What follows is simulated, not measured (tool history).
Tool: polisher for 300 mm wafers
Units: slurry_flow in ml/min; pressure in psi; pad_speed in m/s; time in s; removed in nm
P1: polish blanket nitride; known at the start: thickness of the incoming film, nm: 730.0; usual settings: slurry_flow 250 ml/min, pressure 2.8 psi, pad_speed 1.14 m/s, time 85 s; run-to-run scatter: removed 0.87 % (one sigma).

run   hour  slurry_flow  pressure  pad_speed  time  wafers polished on this pad  hours since the slurry nozzle was cleaned  hours since the head pressure was calibrated  removed
  1   12.9          250       2.8       1.14    85                          592                                       62.0                                         341.8  125.570
  2   20.1          250       2.8       1.14    85                          641                                       69.2                                         349.0  125.810
      24.3  -- head pressure recalibrated
  3   35.5          250       2.0       1.14   126                          745                                       84.6                                          11.3  132.460
  4   47.7          330       2.8       0.66    85                          828                                       96.8                                          23.5   84.194
  5   58.4          250       2.8       1.14    85                          900                                      107.5                                          34.2  125.160
  6   68.3          250       2.8       1.14    85                          967                                      117.4                                          44.1  125.040
  7   80.1          250       2.8       1.62    85                         1047                                      129.2                                          55.9  166.760
  8   92.5          250       2.8       1.14    85                         1131                                      141.6                                          68.3  127.260
  9  106.6          250       3.9       1.14    85                         1226                                      155.7                                          82.4  176.190
 10  118.8          250       2.8       1.14   131                         1309                                      167.9                                          94.6  193.890
 11  126.2          250       2.8       0.56    85                         1359                                      175.3                                         102.0   71.216
 12  141.0          150       2.8       1.14    85                         1459                                      190.1                                         116.8  116.990
 13  154.2          250       1.3       1.14    85                         1548                                      203.3                                         130.0   59.097
 14  163.0          250       2.8       1.14    58                         1608                                      212.1                                         138.8   85.687
 15  172.2          385       2.8       1.14    85                         1670                                      221.3                                         148.0  131.830
 16  182.3          250       1.9       1.14    51                         1738                                      231.4                                         158.1   50.728
 17  195.6          250       2.8       1.14    85                         1828                                      244.7                                         171.4  126.060
 18  204.9          250       2.8       1.14    85                         1891                                      254.0                                         180.7  122.600
 19  215.1          250       2.8       1.14    85                         1960                                      264.2                                         190.9  123.220
 20  224.4          250       2.8       1.14    85                         2023                                      273.5                                         200.2  120.660
 21  236.3          250       2.8       1.14    85                         2103                                      285.4                                         212.1  118.900
     242.3  -- worn pad replaced by a new one
 22  248.6          250       2.8       1.14    85                           42                                      297.7                                         224.4  118.490
 23  256.1          250       2.8       1.14    85                           93                                      305.2                                         231.9  117.780
 24  266.4          250       2.8       1.14    85                          163                                      315.5                                         242.2  120.150
 25  273.7          250       2.8       1.14    85                          212                                      322.8                                         249.5  116.850
 26  280.8          250       2.8       1.14    85                          260                                      329.9                                         256.6  115.460
 27  290.8          250       2.8       1.14    85                          328                                      339.9                                         266.6  118.010

What P1 gives has crept away from where it was. These 2 causes fit the log equally well, each at the size given:
A: head's pressure below its setpoint, % = 6.08
B: slurry flow missing at the pad, % = 37.4
The creep began at about hour 195.6.
Why every other cause is out:
removal rate lost through wear of the pad, %: serviced at hour 242.3, which brought nothing back

4 check runs are offered, each on 5 wafers whose results are averaged, their results left as question marks. Which one tells the causes apart?
check 1  300.8          250       3.5       1.40    85                                                                                                                              ?
check 2  300.8          250       3.4       1.14    85                                                                                                                              ?
check 3  300.8          155       2.8       1.14    85                                                                                                                              ?
check 4  300.8          250       2.8       0.68   128                                                                                                                              ?

What each check would give under each cause:
  check   result     if A     if B
check 1  removed  174.310  174.320
check 2  removed  143.660  143.670
check 3  removed  110.950  107.170
check 4  removed  117.840  117.850
How far apart the two closest causes lie, in the result that separates them most: check 1 0.01 %; check 2 0.01 %; check 3 3.46 %; check 4 0.01 %
Only check 3 tells the causes apart: in the others they would give nearly the same result.

Check 3 was then run and gave: removed 111.220 nm. Which cause is it?

It is A: head's pressure below its setpoint, %.
